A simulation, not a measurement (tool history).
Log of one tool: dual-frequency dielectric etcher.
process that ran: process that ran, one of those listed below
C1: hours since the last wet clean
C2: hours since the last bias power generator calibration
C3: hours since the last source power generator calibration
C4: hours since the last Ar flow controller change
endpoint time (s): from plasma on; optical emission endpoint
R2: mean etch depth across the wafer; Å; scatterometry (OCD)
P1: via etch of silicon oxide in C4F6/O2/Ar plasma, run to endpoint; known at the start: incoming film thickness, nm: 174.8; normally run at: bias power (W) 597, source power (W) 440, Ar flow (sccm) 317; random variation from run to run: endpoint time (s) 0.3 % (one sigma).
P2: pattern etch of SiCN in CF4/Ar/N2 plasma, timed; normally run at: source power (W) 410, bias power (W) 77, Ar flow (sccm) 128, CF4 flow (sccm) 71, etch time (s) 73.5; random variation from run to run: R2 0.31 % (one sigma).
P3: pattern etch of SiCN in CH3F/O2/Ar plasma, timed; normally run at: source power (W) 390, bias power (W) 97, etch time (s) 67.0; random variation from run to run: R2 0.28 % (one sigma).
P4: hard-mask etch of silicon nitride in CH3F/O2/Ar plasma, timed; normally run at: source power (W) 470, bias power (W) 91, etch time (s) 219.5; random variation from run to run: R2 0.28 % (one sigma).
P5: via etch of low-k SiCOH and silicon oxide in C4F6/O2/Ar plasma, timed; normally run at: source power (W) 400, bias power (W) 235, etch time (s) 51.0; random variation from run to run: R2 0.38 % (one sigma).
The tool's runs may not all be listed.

run 1 day=0.621 | process_that_ran=P1 bias_power_(W)=597 source_power_(W)=440 Ar_flow_(sccm)=317 | C1=205.4 C2=1184.8 C3=1871.4 C4=4144.2 | endpoint_time_(s)=34.807
run 2 day=1.175 | process_that_ran=P3 bias_power_(W)=97 source_power_(W)=390 etch_time_(s)=67.0 | C1=218.7 C2=1198.1 C3=1884.7 C4=4157.5 | R2=276.31
run 3 day=1.908 | process_that_ran=P1 bias_power_(W)=772 source_power_(W)=340 Ar_flow_(sccm)=317 | C1=236.3 C2=1215.7 C3=1902.3 C4=4175.1 | endpoint_time_(s)=34.761
run 4 day=2.379 | process_that_ran=P4 bias_power_(W)=91 source_power_(W)=470 etch_time_(s)=219.5 | C1=247.6 C2=1227.0 C3=1913.6 C4=4186.4 | R2=1777.20
run 5 day=2.854 | process_that_ran=P2 bias_power_(W)=77 source_power_(W)=410 Ar_flow_(sccm)=128 etch_time_(s)=52.5 CF4_flow_(sccm)=71 | C1=259.0 C2=1238.4 C3=1925.0 C4=4197.8 | R2=413.17
run 6 day=3.433 | process_that_ran=P1 bias_power_(W)=597 source_power_(W)=270 Ar_flow_(sccm)=317 | C1=272.9 C2=1252.3 C3=1938.9 C4=4211.7 | endpoint_time_(s)=41.758
run 7 day=3.846 | process_that_ran=P2 bias_power_(W)=48 source_power_(W)=410 Ar_flow_(sccm)=128 etch_time_(s)=73.5 CF4_flow_(sccm)=71 | C1=282.8 C2=1262.2 C3=1948.8 C4=4221.6 | R2=490.77
run 8 day=4.379 | process_that_ran=P1 bias_power_(W)=597 source_power_(W)=440 Ar_flow_(sccm)=317 | C1=295.6 C2=1275.0 C3=1961.6 C4=4234.4 | endpoint_time_(s)=34.881
run 9 day=4.783 | process_that_ran=P1 bias_power_(W)=597 source_power_(W)=440 Ar_flow_(sccm)=317 | C1=305.3 C2=1284.7 C3=1971.3 C4=4244.1 | endpoint_time_(s)=35.075
run 10 day=5.425 | process_that_ran=P4 bias_power_(W)=91 source_power_(W)=280 etch_time_(s)=219.5 | C1=320.7 C2=1300.1 C3=1986.7 C4=4259.5 | R2=1463.60
run 11 day=6.038 | process_that_ran=P5 bias_power_(W)=235 source_power_(W)=400 etch_time_(s)=29.5 | C1=335.4 C2=1314.8 C3=2001.4 C4=4274.2 | R2=819.50
run 12 day=6.700 | process_that_ran=P2 bias_power_(W)=77 source_power_(W)=410 Ar_flow_(sccm)=128 etch_time_(s)=73.5 CF4_flow_(sccm)=71 | C1=351.3 C2=1330.7 C3=2017.3 C4=4290.1 | R2=580.53
run 13 day=7.208 | process_that_ran=P2 bias_power_(W)=77 source_power_(W)=410 Ar_flow_(sccm)=128 etch_time_(s)=73.5 CF4_flow_(sccm)=71 | C1=363.5 C2=1342.9 C3=2029.5 C4=4302.3 | R2=580.50
run 14 day=7.862 | process_that_ran=P1 bias_power_(W)=414 source_power_(W)=310 Ar_flow_(sccm)=317 | C1=379.2 C2=1358.6 C3=2045.2 C4=4318.0 | endpoint_time_(s)=45.667
run 15 day=8.454 | process_that_ran=P3 bias_power_(W)=97 source_power_(W)=390 etch_time_(s)=37.0 | C1=393.4 C2=1372.8 C3=2059.4 C4=4332.2 | R2=152.80
run 16 day=9.058 | process_that_ran=P4 bias_power_(W)=91 source_power_(W)=470 etch_time_(s)=314.0 | C1=407.9 C2=1387.3 C3=2073.9 C4=4346.7 | R2=2532.80
run 17 day=9.512 | process_that_ran=P1 bias_power_(W)=597 source_power_(W)=440 Ar_flow_(sccm)=186 | C1=418.8 C2=1398.2 C3=2084.8 C4=4357.6 | endpoint_time_(s)=32.813
run 18 day=10.246 | process_that_ran=P5 bias_power_(W)=235 source_power_(W)=400 etch_time_(s)=51.0 | C1=436.4 C2=1415.8 C3=2102.4 C4=4375.2 | R2=1409.30
run 19 day=10.796 | process_that_ran=P1 bias_power_(W)=353 source_power_(W)=440 Ar_flow_(sccm)=317 | C1=449.6 C2=1429.0 C3=2115.6 C4=4388.4 | endpoint_time_(s)=42.657
run 20 day=11.179 | process_that_ran=P3 bias_power_(W)=97 source_power_(W)=300 etch_time_(s)=67.0 | C1=458.8 C2=1438.2 C3=2124.8 C4=4397.6 | R2=249.78
run 21 day=11.571 | process_that_ran=P5 bias_power_(W)=235 source_power_(W)=400 etch_time_(s)=51.0 | C1=468.2 C2=1447.6 C3=2134.2 C4=4407.0 | R2=1407.90
run 22 day=11.921 | process_that_ran=P2 bias_power_(W)=77 source_power_(W)=410 Ar_flow_(sccm)=90 etch_time_(s)=73.5 CF4_flow_(sccm)=71 | C1=476.6 C2=1456.0 C3=2142.6 C4=4415.4 | R2=607.56
run 23 day=12.358 | process_that_ran=P2 bias_power_(W)=77 source_power_(W)=410 Ar_flow_(sccm)=128 etch_time_(s)=73.5 CF4_flow_(sccm)=57 | C1=487.1 C2=1466.5 C3=2153.1 C4=4425.9 | R2=559.13
run 24 day=12.921 | process_that_ran=P1 bias_power_(W)=597 source_power_(W)=440 Ar_flow_(sccm)=446 | C1=500.6 C2=1480.0 C3=2166.6 C4=4439.4 | endpoint_time_(s)=35.952
run 25 day=13.567 | process_that_ran=P2 bias_power_(W)=77 source_power_(W)=520 Ar_flow_(sccm)=128 etch_time_(s)=73.5 CF4_flow_(sccm)=71 | C1=516.1 C2=1495.5 C3=2182.1 C4=4454.9 | R2=716.65
run 26 day=13.925 | process_that_ran=P1 bias_power_(W)=764 source_power_(W)=440 Ar_flow_(sccm)=317 | C1=524.7 C2=1504.1 C3=2190.7 C4=4463.5 | endpoint_time_(s)=31.871
run 27 day=14.604 | process_that_ran=P5 bias_power_(W)=280 source_power_(W)=400 etch_time_(s)=51.0 | C1=541.0 C2=1520.4 C3=2207.0 C4=4479.8 | R2=1498.20
run 28 day=15.225 | process_that_ran=P5 bias_power_(W)=235 source_power_(W)=300 etch_time_(s)=51.0 | C1=555.9 C2=1535.3 C3=2221.9 C4=4494.7 | R2=1270.50
run 29 day=15.696 | process_that_ran=P4 bias_power_(W)=116 source_power_(W)=470 etch_time_(s)=219.5 | C1=567.2 C2=1546.6 C3=2233.2 C4=4506.0 | R2=1932.70
-- day=15.958 wet clean of the chamber
run 30 day=16.088 | process_that_ran=P1 bias_power_(W)=597 source_power_(W)=440 Ar_flow_(sccm)=317 | C1=3.2 C2=1556.0 C3=2242.6 C4=4515.4 | endpoint_time_(s)=34.765
run 31 day=16.508 | process_that_ran=P3 bias_power_(W)=97 source_power_(W)=390 etch_time_(s)=67.0 | C1=13.3 C2=1566.1 C3=2252.7 C4=4525.5 | R2=275.07
run 32 day=17.000 | process_that_ran=P4 bias_power_(W)=91 source_power_(W)=470 etch_time_(s)=219.5 | C1=25.1 C2=1577.9 C3=2264.5 C4=4537.3 | R2=1773.60
run 33 day=17.325 | process_that_ran=P1 bias_power_(W)=597 source_power_(W)=440 Ar_flow_(sccm)=317 | C1=32.9 C2=1585.7 C3=2272.3 C4=4545.1 | endpoint_time_(s)=35.026
run 34 day=17.779 | process_that_ran=P3 bias_power_(W)=116 source_power_(W)=390 etch_time_(s)=67.0 | C1=43.8 C2=1596.6 C3=2283.2 C4=4556.0 | R2=296.92
run 35 day=18.346 | process_that_ran=P1 bias_power_(W)=597 source_power_(W)=440 Ar_flow_(sccm)=317 | C1=57.4 C2=1610.2 C3=2296.8 C4=4569.6 | endpoint_time_(s)=34.832
run 36 day=18.762 | process_that_ran=P1 bias_power_(W)=597 source_power_(W)=610 Ar_flow_(sccm)=317 | C1=67.4 C2=1620.2 C3=2306.8 C4=4579.6 | endpoint_time_(s)=31.146
run 37 day=19.404 | process_that_ran=P1 bias_power_(W)=597 source_power_(W)=440 Ar_flow_(sccm)=317 | C1=82.8 C2=1635.6 C3=2322.2 C4=4595.0 | endpoint_time_(s)=34.954
run 38 day=19.746 | process_that_ran=P1 bias_power_(W)=597 source_power_(W)=440 Ar_flow_(sccm)=317 | C1=91.0 C2=1643.8 C3=2330.4 C4=4603.2 | endpoint_time_(s)=35.159
run 39 day=20.367 | process_that_ran=P1 bias_power_(W)=597 source_power_(W)=440 Ar_flow_(sccm)=317 | C1=105.9 C2=1658.7 C3=2345.3 C4=4618.1 | endpoint_time_(s)=35.221
-- day=20.642 Ar flow controller replaced
run 40 day=20.746 | process_that_ran=P1 bias_power_(W)=597 source_power_(W)=440 Ar_flow_(sccm)=317 | C1=115.0 C2=1667.8 C3=2354.4 C4=2.6 | endpoint_time_(s)=35.242
-- day=21.183 wet clean of the chamber
run 41 day=21.254 | process_that_ran=P1 bias_power_(W)=597 source_power_(W)=440 Ar_flow_(sccm)=317 | C1=1.7 C2=1680.0 C3=2366.6 C4=14.8 | endpoint_time_(s)=35.499
run 42 day=21.858 | process_that_ran=P1 bias_power_(W)=597 source_power_(W)=440 Ar_flow_(sccm)=317 | C1=16.2 C2=1694.5 C3=2381.1 C4=29.3 | endpoint_time_(s)=35.362
run 43 day=22.233 | process_that_ran=P1 bias_power_(W)=597 source_power_(W)=440 Ar_flow_(sccm)=317 | C1=25.2 C2=1703.5 C3=2390.1 C4=38.3 | endpoint_time_(s)=35.231

What P1 gives has crept away from where it was. These 2 causes fit the log equally well, each at the size given:
A: source power that arrives under what is set, % = 4.05
B: bias power that arrives under what is set, % = 3.9
The creep began at about day 19.404.
Why every other cause is out:
chamber walls in a state that lowers the etch rate, %: serviced at day 21.183, which brought nothing back
Ar flow that arrives over what is set, %: serviced at day 20.642, which brought nothing back

4 check runs are offered, each on 2 wafers whose results are averaged, their results left as question marks. Which one tells the causes apart?
run check 1 day=22.608 | process_that_ran=P4 bias_power_(W)=91 source_power_(W)=290 etch_time_(s)=219.5 | R2=?
run check 2 day=22.608 | process_that_ran=P5 bias_power_(W)=235 source_power_(W)=300 etch_time_(s)=31.0 | R2=?
run check 3 day=22.608 | process_that_ran=P2 bias_power_(W)=77 source_power_(W)=410 Ar_flow_(sccm)=128 etch_time_(s)=55.0 CF4_flow_(sccm)=71 | R2=?
run check 4 day=22.608 | process_that_ran=P3 bias_power_(W)=97 source_power_(W)=390 etch_time_(s)=50.0 | R2=?

What each check would give under each cause:
check=check_1 result=R2 if_A=1459.10 if_B=1460.20
check=check_2 result=R2 if_A=757.87 if_B=759.60
check=check_3 result=R2 if_A=418.71 if_B=427.81
check=check_4 result=R2 if_A=202.59 if_B=202.67
How far apart the two closest causes lie, in the result that separates them most: check 1 0.07 %; check 2 0.23 %; check 3 2.15 %; check 4 0.04 %
Only check 3 tells the causes apart: in the others they would give nearly the same result.

Check 3 was then run and gave: R2 427.68 Å. Which cause is it?

It is B: bias power that arrives under what is set, %.
